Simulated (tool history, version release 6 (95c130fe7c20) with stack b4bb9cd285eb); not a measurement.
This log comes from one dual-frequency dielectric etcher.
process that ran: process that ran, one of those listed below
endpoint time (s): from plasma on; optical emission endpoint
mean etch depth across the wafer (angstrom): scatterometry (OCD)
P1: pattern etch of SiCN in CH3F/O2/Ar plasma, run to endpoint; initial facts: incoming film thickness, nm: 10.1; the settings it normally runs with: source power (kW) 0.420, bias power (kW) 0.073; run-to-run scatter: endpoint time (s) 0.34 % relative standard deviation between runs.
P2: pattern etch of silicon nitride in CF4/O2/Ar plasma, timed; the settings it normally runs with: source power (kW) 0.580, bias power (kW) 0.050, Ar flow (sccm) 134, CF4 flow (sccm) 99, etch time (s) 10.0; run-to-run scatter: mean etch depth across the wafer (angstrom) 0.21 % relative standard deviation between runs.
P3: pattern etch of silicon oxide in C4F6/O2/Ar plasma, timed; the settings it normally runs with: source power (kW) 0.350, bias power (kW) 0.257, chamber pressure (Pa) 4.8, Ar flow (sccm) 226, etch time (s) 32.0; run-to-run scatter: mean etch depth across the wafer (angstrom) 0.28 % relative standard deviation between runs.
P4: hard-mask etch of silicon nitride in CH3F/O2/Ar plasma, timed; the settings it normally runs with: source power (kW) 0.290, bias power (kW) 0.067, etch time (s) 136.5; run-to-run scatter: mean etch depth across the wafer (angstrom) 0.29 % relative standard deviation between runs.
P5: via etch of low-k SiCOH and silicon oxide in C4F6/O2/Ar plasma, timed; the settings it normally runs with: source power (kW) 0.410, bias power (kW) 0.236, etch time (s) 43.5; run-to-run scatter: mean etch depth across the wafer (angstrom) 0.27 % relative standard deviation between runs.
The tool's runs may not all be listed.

run	hour	process that ran	source power (kW)	bias power (kW)	chamber pressure (Pa)	Ar flow (sccm)	etch time (s)	CF4 flow (sccm)	endpoint time (s)	mean etch depth across the wafer (angstrom)
1	10.8	P1	0.420	0.073					26.111	
2	21.4	P3	0.350	0.182	4.8	226	32.0			975.17
3	31.8	P1	0.520	0.073					24.071	
4	40.3	P1	0.420	0.055					28.974	
5	49.4	P1	0.420	0.073					26.159	
6	56.5	P2	0.580	0.050		134	6.0	99		122.80
7	72.4	P1	0.320	0.085					27.387	
8	82.7	P3	0.350	0.257	4.8	285	32.0			1063.80
9	90.4	P4	0.290	0.047			136.5			749.08
10	100.2	P2	0.580	0.069		134	10.0	99		232.63
11	113.3	P5	0.410	0.236			56.5			1592.40
12	126.0	P1	0.420	0.073					26.187	
13	137.8	P3	0.350	0.257	4.8	226	32.0			1095.60
14	145.7	P5	0.410	0.236			43.5			1227.50
15	157.4	P2	0.580	0.050		134	10.0	77		197.70
16	171.8	P4	0.170	0.067			136.5			688.50
17	178.8	P1	0.420	0.073					26.205	
18	192.5	P2	0.580	0.050		77	10.0	99		220.21
19	208.1	P5	0.250	0.236			43.5			1012.30
20	218.9	P1	0.420	0.093					23.944	
21	231.2	P4	0.290	0.067			136.5			844.08
22	239.0	P3	0.350	0.257	4.8	226	19.5			668.29
23	253.0	P5	0.410	0.305			43.5			1329.30
24	268.0	P2	0.370	0.050		134	10.0	99		139.73
25	279.6	P3	0.350	0.257	4.8	226	32.0			1094.50
# hour 287.5: bias power generator calibrated
26	292.9	P1	0.260	0.073					31.188	

Expected results for the next run?
27	302.2	P3	0.430	0.257	4.8	226	32.0			?

mean etch depth across the wafer (angstrom): 1176.10
